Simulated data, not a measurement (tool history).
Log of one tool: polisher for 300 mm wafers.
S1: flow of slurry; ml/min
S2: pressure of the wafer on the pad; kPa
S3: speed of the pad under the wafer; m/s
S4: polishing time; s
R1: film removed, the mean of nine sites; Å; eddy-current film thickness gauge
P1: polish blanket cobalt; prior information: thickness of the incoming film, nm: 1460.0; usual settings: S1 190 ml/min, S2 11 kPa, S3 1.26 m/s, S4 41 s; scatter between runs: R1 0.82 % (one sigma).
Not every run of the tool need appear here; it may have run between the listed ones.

run	hour	S1	S2	S3	S4	R1
1	4.4	190	11	1.26	41	2055.7
2	8.2	190	11	1.26	41	2059.9
3	14.4	190	11	1.26	41	2070.1
4	20.3	190	11	1.26	23	1147
5	25.1	190	11	0.6	41	973.37
6	31.2	190	17.9	1.26	41	3321.2
7	37.1	190	11	2	41	3285.2
8	41.7	115	11	1.26	41	1863.1
9	48	230	11	1.26	32	1630.3
10	53.8	190	4.8	1.26	41	893.68
11	58.6	270	11	1.26	41	2147.6
12	64.9	190	11	1.26	54	2719.7
13	71.6	190	11	1.26	41	2080.5
14	77.2	190	11	1.26	41	2041.5
15	84	190	11	1.26	41	2056.3
16	89.6	190	11	1.26	41	1996.8
17	94.2	190	11	1.26	41	1979.1
18	99.6	190	11	1.26	41	1973.6
# hour 103.3: head pressure recalibrated
19	103.5	190	11	1.26	41	1920.4
20	108.9	190	11	1.26	41	1914.8

Predict the results of run 21:
21	112.1	190	11	1.26	41	?

R1: 1908 Å
